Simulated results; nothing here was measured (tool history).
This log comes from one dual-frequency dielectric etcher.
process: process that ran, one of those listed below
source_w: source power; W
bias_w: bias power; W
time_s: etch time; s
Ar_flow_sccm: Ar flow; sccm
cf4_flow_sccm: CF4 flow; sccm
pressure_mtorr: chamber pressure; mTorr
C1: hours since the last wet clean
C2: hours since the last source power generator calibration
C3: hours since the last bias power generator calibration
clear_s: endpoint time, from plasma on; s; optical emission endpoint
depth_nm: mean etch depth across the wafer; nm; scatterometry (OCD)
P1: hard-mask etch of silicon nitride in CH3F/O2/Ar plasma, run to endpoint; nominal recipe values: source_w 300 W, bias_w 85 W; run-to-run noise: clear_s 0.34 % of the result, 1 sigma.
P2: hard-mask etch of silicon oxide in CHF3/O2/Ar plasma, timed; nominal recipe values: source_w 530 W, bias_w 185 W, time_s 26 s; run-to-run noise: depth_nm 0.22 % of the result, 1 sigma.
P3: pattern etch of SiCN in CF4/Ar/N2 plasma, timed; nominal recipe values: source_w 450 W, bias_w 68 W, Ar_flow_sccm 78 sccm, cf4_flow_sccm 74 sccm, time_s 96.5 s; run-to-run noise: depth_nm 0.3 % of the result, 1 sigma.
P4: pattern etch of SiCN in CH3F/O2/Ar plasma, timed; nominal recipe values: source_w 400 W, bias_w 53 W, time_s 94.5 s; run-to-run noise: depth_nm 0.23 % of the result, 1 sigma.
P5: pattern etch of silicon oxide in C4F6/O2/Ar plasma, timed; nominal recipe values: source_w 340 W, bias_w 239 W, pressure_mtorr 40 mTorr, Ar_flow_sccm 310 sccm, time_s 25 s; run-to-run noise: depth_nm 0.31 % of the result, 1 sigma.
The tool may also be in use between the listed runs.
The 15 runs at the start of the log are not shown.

{"run": 16, "hour": 190.1, "process": "P1", "source_w": 360, "bias_w": 53, "C1": 293, "C2": 2724.3, "C3": 1291.1, "clear_s": 88.58}
{"run": 17, "hour": 204.3, "process": "P1", "source_w": 300, "bias_w": 85, "C1": 307.2, "C2": 2738.5, "C3": 1305.3, "clear_s": 80.916}
{"run": 18, "hour": 216.7, "process": "P2", "source_w": 530, "bias_w": 185, "time_s": 26, "C1": 319.6, "C2": 2750.9, "C3": 1317.7, "depth_nm": 49.185}
{"run": 19, "hour": 227.8, "process": "P1", "source_w": 210, "bias_w": 64, "C1": 330.7, "C2": 2762, "C3": 1328.8, "clear_s": 101.67}
{"run": 20, "hour": 243.0, "process": "P2", "source_w": 530, "bias_w": 125, "time_s": 26, "C1": 345.9, "C2": 2777.2, "C3": 1344, "depth_nm": 43.433}
{"run": 21, "hour": 252.5, "process": "P2", "source_w": 530, "bias_w": 185, "time_s": 39.5, "C1": 355.4, "C2": 2786.7, "C3": 1353.5, "depth_nm": 74.884}
{"run": 22, "hour": 261.6, "process": "P3", "source_w": 630, "bias_w": 68, "time_s": 96.5, "Ar_flow_sccm": 78, "cf4_flow_sccm": 74, "C1": 364.5, "C2": 2795.8, "C3": 1362.6, "depth_nm": 117.35}
{"run": 23, "hour": 273.9, "process": "P2", "source_w": 740, "bias_w": 185, "time_s": 26, "C1": 376.8, "C2": 2808.1, "C3": 1374.9, "depth_nm": 55.805}
{"run": 24, "hour": 287.1, "process": "P5", "source_w": 340, "bias_w": 239, "time_s": 25, "Ar_flow_sccm": 372, "pressure_mtorr": 40, "C1": 390, "C2": 2821.3, "C3": 1388.1, "depth_nm": 75.192}
{"run": 25, "hour": 296.1, "process": "P5", "source_w": 340, "bias_w": 335, "time_s": 25, "Ar_flow_sccm": 310, "pressure_mtorr": 40, "C1": 399, "C2": 2830.3, "C3": 1397.1, "depth_nm": 86.307}
{"run": 26, "hour": 310.9, "process": "P2", "source_w": 530, "bias_w": 185, "time_s": 26, "C1": 413.8, "C2": 2845.1, "C3": 1411.9, "depth_nm": 49.244}
{"run": 27, "hour": 326.2, "process": "P4", "source_w": 400, "bias_w": 32, "time_s": 94.5, "C1": 429.1, "C2": 2860.4, "C3": 1427.2, "depth_nm": 28.634}
{"run": 28, "hour": 337.3, "process": "P5", "source_w": 340, "bias_w": 239, "time_s": 34, "Ar_flow_sccm": 310, "pressure_mtorr": 40, "C1": 440.2, "C2": 2871.5, "C3": 1438.3, "depth_nm": 103.94}
{"run": 29, "hour": 345.8, "process": "P4", "source_w": 400, "bias_w": 53, "time_s": 94.5, "C1": 448.7, "C2": 2880, "C3": 1446.8, "depth_nm": 33.261}
{"run": 30, "hour": 353.7, "process": "P1", "source_w": 300, "bias_w": 85, "C1": 456.6, "C2": 2887.9, "C3": 1454.7, "clear_s": 80.347}
{"hour": 360.5, "done": "bias power generator calibrated"}
{"run": 31, "hour": 363.2, "process": "P5", "source_w": 220, "bias_w": 239, "time_s": 25, "Ar_flow_sccm": 310, "pressure_mtorr": 40, "C1": 466.1, "C2": 2897.4, "C3": 2.7, "depth_nm": 65.179}
{"run": 32, "hour": 370.7, "process": "P3", "source_w": 450, "bias_w": 68, "time_s": 96.5, "Ar_flow_sccm": 78, "cf4_flow_sccm": 74, "C1": 473.6, "C2": 2904.9, "C3": 10.2, "depth_nm": 87.628}

For run 33, what comes out?
{"run": 33, "hour": 382.3, "process": "P1", "source_w": 300, "bias_w": 85, "C1": 485.2, "C2": 2916.5, "C3": 21.8, "clear_s": "?"}

{"run 33": {"clear_s": 80.517}}
